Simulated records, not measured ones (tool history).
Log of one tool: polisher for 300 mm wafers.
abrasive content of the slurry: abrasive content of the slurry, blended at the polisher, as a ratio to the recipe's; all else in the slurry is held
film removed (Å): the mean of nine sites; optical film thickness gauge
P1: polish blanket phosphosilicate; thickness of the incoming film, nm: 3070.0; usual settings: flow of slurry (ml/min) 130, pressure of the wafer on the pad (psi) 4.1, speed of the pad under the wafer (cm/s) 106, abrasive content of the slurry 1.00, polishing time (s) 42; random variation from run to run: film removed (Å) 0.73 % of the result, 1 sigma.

| run | day | flow of slurry (ml/min) | pressure of the wafer on the pad (psi) | speed of the pad under the wafer (cm/s) | abrasive content of the slurry | polishing time (s) | film removed (Å) |
|---|---|---|---|---|---|---|---|
| 1 | 0.679 | 130 | 4.1 | 106 | 1.00 | 42 | 5187.9 |
| 2 | 1.204 | 130 | 4.1 | 148 | 0.70 | 42 | 5701.0 |
| 3 | 1.946 | 130 | 4.1 | 106 | 1.00 | 42 | 5200.9 |
| 4 | 2.288 | 130 | 5.9 | 106 | 1.00 | 42 | 7453.2 |
| 5 | 2.700 | 130 | 4.1 | 106 | 1.00 | 42 | 5206.1 |
|  | 2.817 | slurry blender recalibrated |
| 6 | 3.046 | 130 | 4.1 | 106 | 1.00 | 55 | 6775.8 |
| 7 | 3.833 | 130 | 4.1 | 106 | 1.40 | 42 | 5926.2 |
| 8 | 4.500 | 130 | 4.1 | 148 | 1.00 | 42 | 6756.7 |
| 9 | 4.912 | 130 | 4.1 | 106 | 1.00 | 42 | 5177.3 |
| 10 | 5.425 | 130 | 4.1 | 64 | 1.00 | 42 | 3450.1 |
| 11 | 5.842 | 80 | 4.1 | 106 | 1.00 | 42 | 4604.2 |
| 12 | 6.200 | 130 | 4.1 | 106 | 0.65 | 42 | 4172.8 |
| 13 | 6.658 | 130 | 4.1 | 106 | 1.00 | 20 | 2479.6 |
| 14 | 7.379 | 130 | 2.0 | 106 | 1.00 | 42 | 2513.2 |
| 15 | 7.904 | 130 | 4.1 | 106 | 1.00 | 42 | 5100.7 |
| 16 | 8.388 | 190 | 4.1 | 106 | 1.00 | 42 | 5551.6 |
| 17 | 8.983 | 130 | 4.1 | 106 | 1.00 | 42 | 5110.7 |
| 18 | 9.688 | 130 | 4.1 | 106 | 1.00 | 42 | 4976.8 |
| 19 | 10.117 | 130 | 4.1 | 106 | 1.00 | 42 | 4841.8 |
|  | 10.583 | worn pad replaced by a new one |
| 20 | 10.883 | 130 | 4.1 | 106 | 1.00 | 42 | 4729.3 |
|  | 11.621 | slurry blender recalibrated |
| 21 | 11.667 | 130 | 4.1 | 106 | 1.00 | 42 | 4658.5 |
|  | 11.908 | conditioning disc replaced and pad reconditioned |
| 22 | 12.304 | 130 | 4.1 | 106 | 1.00 | 42 | 4689.0 |
| 23 | 13.029 | 130 | 4.1 | 106 | 1.00 | 42 | 4671.4 |

What P1 gives has crept away from where it was. These 2 causes fit the log equally well, each at the size given:
A: slurry flow missing at the pad, % = 35.6
B: head's pressure below its setpoint, % = 10
The creep began at about day 8.983.
Why every other cause is out:
removal rate lost through wear of the pad, %: serviced at day 10.583, which brought nothing back
abrasive missing from the slurry, %: serviced at day 11.621, which brought nothing back
time polished since the conditioner stopped cutting, s: serviced at day 11.908, which brought nothing back

4 check runs are offered, one wafer each, their results left as question marks. Which one tells the causes apart?
| check 1 | 13.754 | 130 | 4.1 | 106 | 1.00 | 20 | ? |
| check 2 | 13.754 | 80 | 4.1 | 106 | 1.00 | 42 | ? |
| check 3 | 13.754 | 130 | 3.0 | 82 | 1.00 | 42 | ? |
| check 4 | 13.754 | 130 | 4.1 | 106 | 0.80 | 42 | ? |

What each check would give under each cause:
| check | result | if A | if B |
|---|---|---|---|
| check 1 | film removed (Å) | 2222.8 | 2224.0 |
| check 2 | film removed (Å) | 3924.6 | 4145.0 |
| check 3 | film removed (Å) | 2781.4 | 2782.9 |
| check 4 | film removed (Å) | 4191.6 | 4193.9 |
How far apart the two closest causes lie, in the result that separates them most: check 1 0.05 %; check 2 5.47 %; check 3 0.05 %; check 4 0.05 %
Only check 2 tells the causes apart: in the others they would give nearly the same result.

Check 2 was then run and gave: film removed (Å) 4106.6. Which cause is it?

It is B: head's pressure below its setpoint, %.
